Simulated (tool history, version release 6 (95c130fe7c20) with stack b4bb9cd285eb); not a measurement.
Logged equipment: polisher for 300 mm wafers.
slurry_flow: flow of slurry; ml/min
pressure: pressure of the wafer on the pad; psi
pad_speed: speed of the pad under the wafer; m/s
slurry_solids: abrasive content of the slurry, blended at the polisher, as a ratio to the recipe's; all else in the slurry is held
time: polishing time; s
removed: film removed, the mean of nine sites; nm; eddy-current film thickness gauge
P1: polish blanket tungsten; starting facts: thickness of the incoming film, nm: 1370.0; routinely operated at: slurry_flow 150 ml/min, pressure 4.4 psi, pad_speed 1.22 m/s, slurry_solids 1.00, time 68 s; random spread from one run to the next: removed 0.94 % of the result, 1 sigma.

| run | hour | slurry_flow | pressure | pad_speed | slurry_solids | time | removed |
|---|---|---|---|---|---|---|---|
| 1 | 8.4 | 150 | 4.4 | 1.22 | 1.00 | 68 | 422.72 |
| 2 | 14.3 | 150 | 4.4 | 1.22 | 1.00 | 35 | 218.95 |
| 3 | 24.3 | 150 | 4.4 | 1.22 | 1.00 | 103 | 639.46 |
| 4 | 31.6 | 150 | 4.4 | 1.70 | 1.00 | 68 | 585.19 |
| 5 | 41.8 | 150 | 4.4 | 1.22 | 1.00 | 68 | 413.71 |
| 6 | 50.7 | 150 | 4.4 | 1.22 | 1.00 | 68 | 420.04 |
| 7 | 59.1 | 150 | 4.4 | 1.22 | 1.50 | 68 | 463.96 |
| 8 | 69.4 | 150 | 2.6 | 1.22 | 1.00 | 68 | 245.58 |
| 9 | 75.3 | 150 | 4.4 | 1.22 | 1.00 | 68 | 423.22 |
|  | 79.7 | slurry blender recalibrated |
| 10 | 81.2 | 150 | 6.6 | 1.22 | 1.00 | 68 | 638.29 |
| 11 | 90.8 | 150 | 4.4 | 1.22 | 1.00 | 68 | 425.19 |
| 12 | 101.1 | 150 | 4.4 | 0.56 | 1.00 | 68 | 197.02 |
| 13 | 108.5 | 150 | 4.4 | 1.22 | 1.00 | 68 | 428.28 |
| 14 | 117.9 | 150 | 4.4 | 1.22 | 0.55 | 68 | 367.54 |
| 15 | 129.9 | 220 | 4.4 | 1.22 | 1.00 | 68 | 440.56 |
|  | 132.1 | worn pad replaced by a new one |
| 16 | 135.8 | 100 | 4.4 | 1.22 | 1.00 | 68 | 392.96 |
| 17 | 144.5 | 150 | 4.4 | 1.22 | 0.60 | 92 | 512.61 |
| 18 | 151.8 | 150 | 4.4 | 1.22 | 1.00 | 68 | 420.63 |
| 19 | 161.9 | 150 | 4.4 | 1.22 | 1.00 | 68 | 404.50 |
| 20 | 168.5 | 150 | 4.4 | 1.22 | 1.00 | 68 | 403.67 |
| 21 | 180.7 | 150 | 4.4 | 1.22 | 1.00 | 68 | 393.70 |
| 22 | 190.1 | 150 | 4.4 | 1.22 | 1.00 | 68 | 391.54 |
|  | 194.3 | worn pad replaced by a new one |
|  | 195.1 | head pressure recalibrated |
| 23 | 198.9 | 150 | 4.4 | 1.22 | 1.00 | 68 | 384.08 |
|  | 207.6 | slurry blender recalibrated |
| 24 | 211.1 | 150 | 4.4 | 1.22 | 1.00 | 68 | 380.41 |
| 25 | 217.6 | 150 | 4.4 | 1.22 | 1.00 | 68 | 376.34 |
| 26 | 230.1 | 150 | 4.4 | 1.22 | 1.00 | 68 | 385.71 |
| 27 | 238.4 | 150 | 4.4 | 1.22 | 1.00 | 68 | 383.39 |
| 28 | 251.0 | 150 | 4.4 | 1.22 | 1.00 | 68 | 380.83 |

Run 29, settings as shown, results not yet in. Your forecast:
| 29 | 263.6 | 150 | 4.4 | 1.22 | 1.00 | 68 | ? |

removed: 380.10 nm
